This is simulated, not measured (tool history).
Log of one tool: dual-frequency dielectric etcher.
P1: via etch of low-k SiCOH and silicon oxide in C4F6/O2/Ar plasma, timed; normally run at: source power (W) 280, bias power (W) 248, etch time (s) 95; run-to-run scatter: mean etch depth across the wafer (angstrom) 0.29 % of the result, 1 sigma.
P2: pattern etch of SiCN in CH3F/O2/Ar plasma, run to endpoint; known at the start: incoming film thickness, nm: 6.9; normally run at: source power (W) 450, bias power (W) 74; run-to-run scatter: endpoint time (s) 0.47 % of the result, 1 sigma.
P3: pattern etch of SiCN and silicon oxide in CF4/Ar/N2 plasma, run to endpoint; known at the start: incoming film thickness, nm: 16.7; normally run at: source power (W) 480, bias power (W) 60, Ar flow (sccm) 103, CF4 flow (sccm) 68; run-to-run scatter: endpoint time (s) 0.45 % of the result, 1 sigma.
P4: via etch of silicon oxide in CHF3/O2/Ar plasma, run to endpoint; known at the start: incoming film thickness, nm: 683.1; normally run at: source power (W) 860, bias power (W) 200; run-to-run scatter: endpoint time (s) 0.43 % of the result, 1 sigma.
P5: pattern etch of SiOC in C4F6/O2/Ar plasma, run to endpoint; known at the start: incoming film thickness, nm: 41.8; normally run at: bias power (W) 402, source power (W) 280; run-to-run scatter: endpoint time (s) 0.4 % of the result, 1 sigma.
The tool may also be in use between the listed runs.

run    day  process that ran  source power (W)  bias power (W)  etch time (s)  Ar flow (sccm)  CF4 flow (sccm)  hours since the last wet clean  hours since the last source power generator calibration  hours since the last bias power generator calibration  mean etch depth across the wafer (angstrom)  endpoint time (s)
  1  0.238                P1               280             248             95                                                            318.2                                                    436.6                                                 1741.2                                       2500.1
  2  0.367                P3               480              60                            103               68                           321.3                                                    439.7                                                 1744.3                                                          19.663
  3  0.496                P5               280             402                                                                           324.4                                                    442.8                                                 1747.4                                                          17.354
  4  0.708                P1               280             335             95                                                            329.5                                                    447.9                                                 1752.5                                         2777
  5   0.95                P1               370             248             95                                                            335.3                                                    453.7                                                 1758.3                                       2789.3
  6  1.221                P2               450              52                                                                           341.8                                                    460.2                                                 1764.8                                                          19.248
  7  1.346                P1               190             248            119                                                            344.8                                                    463.2                                                 1767.8                                       2723.6
     1.546  -- bias power generator calibrated
  8  1.588                P3               480              60                             79               68                           350.6                                                      469                                                      1                                                          18.752
  9  1.762                P3               480              82                            103               68                           354.8                                                    473.2                                                    5.2                                                           17.72
 10  1.996                P3               480              60                            103               94                           360.4                                                    478.8                                                   10.8                                                          18.594
 11  2.242                P1               220             197             95                                                            366.3                                                    484.7                                                   16.7                                       2107.3
 12  2.404                P4               660             200                                                                           370.2                                                    488.6                                                   20.6                                                           311.3
 13  2.538                P2               450              74                                                                           373.4                                                    491.8                                                   23.8                                                          17.344
 14  2.658                P3               480              60                            103               68                           376.3                                                    494.7                                                   26.7                                                          19.654
 15    2.8                P1               280             248             95                                                            379.7                                                    498.1                                                   30.1                                       2521.8
 16  3.021                P3               300              60                            103               68                             385                                                    503.4                                                   35.4                                                          29.599
 17  3.212                P2               450              74                                                                           389.6                                                      508                                                     40                                                          17.348
 18  3.429                P5               200             402                                                                           394.8                                                    513.2                                                   45.2                                                          19.729
 19   3.55                P1               280             248             95                                                            397.7                                                    516.1                                                   48.1                                       2508.2
 20  3.679                P4               860             200                                                                           400.8                                                    519.2                                                   51.2                                                          283.85
 21  3.817                P5               280             267                                                                           404.1                                                    522.5                                                   54.5                                                           20.03
 22  4.067                P1               170             248             95                                                            410.1                                                    528.5                                                   60.5                                       2077.2
 23  4.217                P1               280             248            120                                                            413.7                                                    532.1                                                   64.1                                       3173.5
 24  4.438                P1               280             177             95                                                              419                                                    537.4                                                   69.4                                       2245.5
 25    4.6                P4               860             269                                                                           422.9                                                    541.3                                                   73.3                                                          254.26
 26  4.762                P5               280             402                                                                           426.8                                                    545.2                                                   77.2                                                           17.48
 27  4.992                P1               280             248             95                                                            432.3                                                    550.7                                                   82.7                                       2511.8
 28  5.225                P1               280             248             66                                                            437.9                                                    556.3                                                   88.3                                         1739
 29  5.467                P2               310              74                                                                           443.7                                                    562.1                                                   94.1                                                          19.762
 30  5.667                P1               280             248             95                                                            448.5                                                    566.9                                                   98.9                                       2501.6

Forecast run 31:
 31  5.858                P1               280             248             95                                                            453.1                                                    571.5                                                  103.5                                            ?

Run 31 gave mean etch depth across the wafer (angstrom) 2488.7.
